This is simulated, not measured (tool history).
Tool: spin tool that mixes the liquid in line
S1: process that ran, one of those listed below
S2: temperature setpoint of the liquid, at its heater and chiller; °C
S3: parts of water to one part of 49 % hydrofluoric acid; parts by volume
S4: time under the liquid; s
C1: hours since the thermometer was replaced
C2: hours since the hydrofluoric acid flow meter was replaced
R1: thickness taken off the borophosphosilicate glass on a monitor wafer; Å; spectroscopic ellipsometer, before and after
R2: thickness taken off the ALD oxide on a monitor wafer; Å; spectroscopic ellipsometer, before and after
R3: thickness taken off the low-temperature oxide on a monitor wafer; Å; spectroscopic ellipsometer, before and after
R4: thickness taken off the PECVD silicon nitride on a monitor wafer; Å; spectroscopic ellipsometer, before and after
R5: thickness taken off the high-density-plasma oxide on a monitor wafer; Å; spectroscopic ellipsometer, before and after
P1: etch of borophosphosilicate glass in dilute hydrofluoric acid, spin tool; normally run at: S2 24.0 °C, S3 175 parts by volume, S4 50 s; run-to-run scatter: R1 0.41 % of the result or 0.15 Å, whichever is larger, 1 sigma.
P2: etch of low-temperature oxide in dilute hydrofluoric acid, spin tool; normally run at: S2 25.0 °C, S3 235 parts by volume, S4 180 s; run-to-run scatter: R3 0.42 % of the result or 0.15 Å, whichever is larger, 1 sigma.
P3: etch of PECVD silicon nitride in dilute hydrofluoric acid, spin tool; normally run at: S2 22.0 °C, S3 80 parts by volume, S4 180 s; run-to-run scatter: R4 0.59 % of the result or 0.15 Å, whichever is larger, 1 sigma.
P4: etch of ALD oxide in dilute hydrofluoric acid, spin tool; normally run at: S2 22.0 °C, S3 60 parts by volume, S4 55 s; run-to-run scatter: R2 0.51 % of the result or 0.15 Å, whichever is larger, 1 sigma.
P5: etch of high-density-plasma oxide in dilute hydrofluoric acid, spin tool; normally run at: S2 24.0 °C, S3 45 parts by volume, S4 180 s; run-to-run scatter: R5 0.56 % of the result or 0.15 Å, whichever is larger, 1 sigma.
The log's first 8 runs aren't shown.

run	day	S1	S2	S3	S4	C1	C2	R1	R2	R3	R4	R5
9	4.675	P2	25.0	35	180	1199.9	1026.5			697.350		
10	5.212	P3	22.0	80	180	1212.8	1039.4				49.529	
11	5.704	P4	22.0	60	55	1224.6	1051.2		185.81			
12	6.358	P3	22.0	80	180	1240.3	1066.9				48.823	
13	6.883	P1	24.0	175	50	1252.9	1079.5	173.760				
14	7.188	P2	17.0	235	180	1260.2	1086.8			60.940		
15	7.838	P2	25.0	235	265	1275.8	1102.4			120.940		
16	8.317	P5	24.0	45	275	1287.3	1113.9					340.47
17	8.962	P1	18.0	175	75	1302.8	1129.4	205.790				
18	9.512	P1	24.0	175	50	1316.0	1142.6	173.000				
19	10.167	P3	28.5	80	180	1331.7	1158.3				75.260	
20	10.667	P1	31.0	175	50	1343.7	1170.3	223.430				
21	11.158	P4	22.0	60	55	1355.5	1182.1		186.09			
22	11.662	P5	24.0	45	180	1367.6	1194.2					223.50
23	12.204	P1	24.0	175	95	1380.6	1207.2	331.010				
24	12.758	P4	22.0	105	55	1393.9	1220.5		100.42			
25	13.379	P5	24.0	70	180	1408.8	1235.4					138.64
26	14.025	P1	24.0	175	50	1424.3	1250.9	173.760				
27	14.546	P1	24.0	75	50	1436.8	1263.4	457.720				
28	15.133	P1	24.0	175	50	1450.9	1277.5	174.640				
29	15.600	P1	17.0	175	50	1462.1	1288.7	131.440				

Forecast run 30:
30	16.004	P5	32.0	45	180	1471.8	1298.4					?

R5: 307.38 Å
